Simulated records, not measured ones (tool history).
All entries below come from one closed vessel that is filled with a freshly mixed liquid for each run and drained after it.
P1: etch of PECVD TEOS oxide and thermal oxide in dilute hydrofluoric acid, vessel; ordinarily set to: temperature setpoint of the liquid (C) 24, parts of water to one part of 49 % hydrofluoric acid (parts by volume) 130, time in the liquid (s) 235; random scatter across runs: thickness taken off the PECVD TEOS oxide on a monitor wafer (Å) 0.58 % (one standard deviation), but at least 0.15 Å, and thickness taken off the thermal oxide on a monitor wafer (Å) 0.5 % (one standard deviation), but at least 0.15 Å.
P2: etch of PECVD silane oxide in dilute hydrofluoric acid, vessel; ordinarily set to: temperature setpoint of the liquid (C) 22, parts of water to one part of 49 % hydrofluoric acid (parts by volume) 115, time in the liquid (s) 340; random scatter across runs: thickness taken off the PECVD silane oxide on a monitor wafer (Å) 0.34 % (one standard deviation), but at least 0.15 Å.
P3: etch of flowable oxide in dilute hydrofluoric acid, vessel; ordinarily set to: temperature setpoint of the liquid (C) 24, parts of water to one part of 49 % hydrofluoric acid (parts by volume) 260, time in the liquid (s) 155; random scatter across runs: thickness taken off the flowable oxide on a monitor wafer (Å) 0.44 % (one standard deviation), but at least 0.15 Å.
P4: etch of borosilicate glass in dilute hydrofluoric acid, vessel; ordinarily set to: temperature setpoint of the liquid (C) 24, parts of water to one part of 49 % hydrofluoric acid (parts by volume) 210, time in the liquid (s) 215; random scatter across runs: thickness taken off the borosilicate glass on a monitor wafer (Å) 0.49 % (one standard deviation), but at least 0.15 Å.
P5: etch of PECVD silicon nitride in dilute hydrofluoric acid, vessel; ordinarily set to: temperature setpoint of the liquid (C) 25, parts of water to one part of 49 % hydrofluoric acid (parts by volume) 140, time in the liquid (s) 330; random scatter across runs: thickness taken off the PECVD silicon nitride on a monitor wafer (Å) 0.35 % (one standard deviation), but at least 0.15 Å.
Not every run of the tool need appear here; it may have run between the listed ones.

run	day	process that ran	temperature setpoint of the liquid (C)	parts of water to one part of 49 % hydrofluoric acid (parts by volume)	time in the liquid (s)	hours since the thermometer was replaced	hours since the hydrofluoric acid flow meter was replaced	thickness taken off the PECVD TEOS oxide on a monitor wafer (Å)	thickness taken off the thermal oxide on a monitor wafer (Å)	thickness taken off the PECVD silicon nitride on a monitor wafer (Å)	thickness taken off the PECVD silane oxide on a monitor wafer (Å)	thickness taken off the borosilicate glass on a monitor wafer (Å)	thickness taken off the flowable oxide on a monitor wafer (Å)
1	0.204	P1	24	130	235	295	1348.5	149.88	83.927				
2	0.638	P5	25	140	330	305.4	1358.9			109.65			
3	1	P1	24	75	235	314.1	1367.6	274.64	155.04				
4	1.446	P2	22	115	340	324.8	1378.3				485.34		
5	1.679	P1	31	130	325	330.4	1383.9	267.63	149.24				
6	2.1	P4	24	385	215	340.5	1394					233.68	
7	2.446	P4	30	210	215	348.8	1402.3					627.26	
8	2.775	P1	24	130	235	356.7	1410.2	148.38	83.076				
9	3.175	P5	18	140	330	366.3	1419.8			68.891			
10	3.538	P4	24	210	215	375	1428.5					508.12	
11	3.792	P1	24	130	235	381.1	1434.6	148.6	83.422				
12	4.108	P1	24	35	40	388.7	1442.2	106.4	59.276				
13	4.396	P2	22	115	160	395.6	1449.1				227.97		
14	4.783	P5	25	140	330	404.9	1458.4			108.83			
15	5.104	P1	24	130	235	412.6	1466.1	148.92	83.633				
16	5.346	P2	22	180	340	418.4	1471.9				289.83		
17	5.696	P2	18	115	340	426.8	1480.3				412.48		
18	6.125	P5	25	140	570	437.1	1490.6			189.4			
19	6.562	P3	24	260	280	447.6	1501.1						301.71
20	6.833	P1	30	130	235	454.1	1507.6	186.7	105.19				
21	7.062	P2	22	115	340	459.6	1513.1				484.68		
22	7.292	P1	20	205	235	465.1	1518.6	74.745	41.932				
23	7.688	P3	24	395	155	474.6	1528.1						96.889
24	7.917	P1	24	130	60	480.1	1533.6	38.28	21.333				
25	8.317	P1	24	130	405	489.7	1543.2	257.97	144.65				
26	8.517	P3	18	260	155	494.5	1548						134.39
27	8.888	P4	24	210	340	503.4	1556.9					806.06	
28	9.308	P3	24	260	155	513.5	1567						166.91
29	9.625	P1	24	205	235	521.1	1574.6	87.782	48.397				
30	9.942	P1	17	130	235	528.7	1582.2	113.87	63.348				
31	10.167	P5	25	80	330	534.1	1587.6			190.71			
32	10.362	P1	24	130	235	538.8	1592.3	148.39	82.812				
33	10.738	P1	24	130	235	547.8	1601.3	145.73	81.37				
34	11.058	P1	24	130	235	555.5	1609	143.17	80.729				
35	11.462	P1	24	130	235	565.2	1618.7	141.81	79.896				
36	11.696	P1	24	130	235	570.8	1624.3	141.36	79.323				
37	12.146	P1	24	130	235	581.6	1635.1	140.94	78.195				
38	12.404	P1	24	130	235	587.8	1641.3	139.34	78.421				
39	12.708	P1	24	130	235	595.1	1648.6	140.7	78.035				
40	12.979	P1	24	130	235	601.6	1655.1	141.05	77.35				
41	13.408	P1	24	130	235	611.9	1665.4	142.37	78.764				
42	13.754	P1	24	130	235	620.2	1673.7	140.24	77.753				
43	13.954	P1	24	130	235	625	1678.5	140.44	78.053				

P1 has crept away from where it was. The log is fitted equally well by each of these 2 causes, at the sizes shown:
A: hydrofluoric acid flow below the setpoint (%) = 5.24
B: liquid colder than its thermometer reads (K) = 1.6
Creep in the process output first set in at about day 10.362.

Consider the 4 single-wafer check runs listed below, results given as question marks: which one distinguishes between the causes by giving clearly different results for each?
check 1	14.154	P3	24	260	155								?
check 2	14.154	P4	24	210	215							?	
check 3	14.154	P5	25	140	330					?			
check 4	14.154	P2	22	115	340						?		

Predicted outcomes, by check and by cause:
check	result	if A	if B
check 1	thickness taken off the flowable oxide on a monitor wafer (Å)	156.23	157.93
check 2	thickness taken off the borosilicate glass on a monitor wafer (Å)	475.36	478.61
check 3	thickness taken off the PECVD silicon nitride on a monitor wafer (Å)	103.47	98.42
check 4	thickness taken off the PECVD silane oxide on a monitor wafer (Å)	456.44	454.95
How far apart the two closest causes lie, in the result that separates them most: check 1 1.08 %; check 2 0.68 %; check 3 5 %; check 4 0.33 %
Of the check runs offered, only check 3 discriminates between the causes; the rest would read about the same regardless of which cause applies.

After running check 3, the following was obtained: thickness taken off the PECVD silicon nitride on a monitor wafer (Å) 99.069. Which cause does this point to?

It was cause B: liquid colder than its thermometer reads (K).
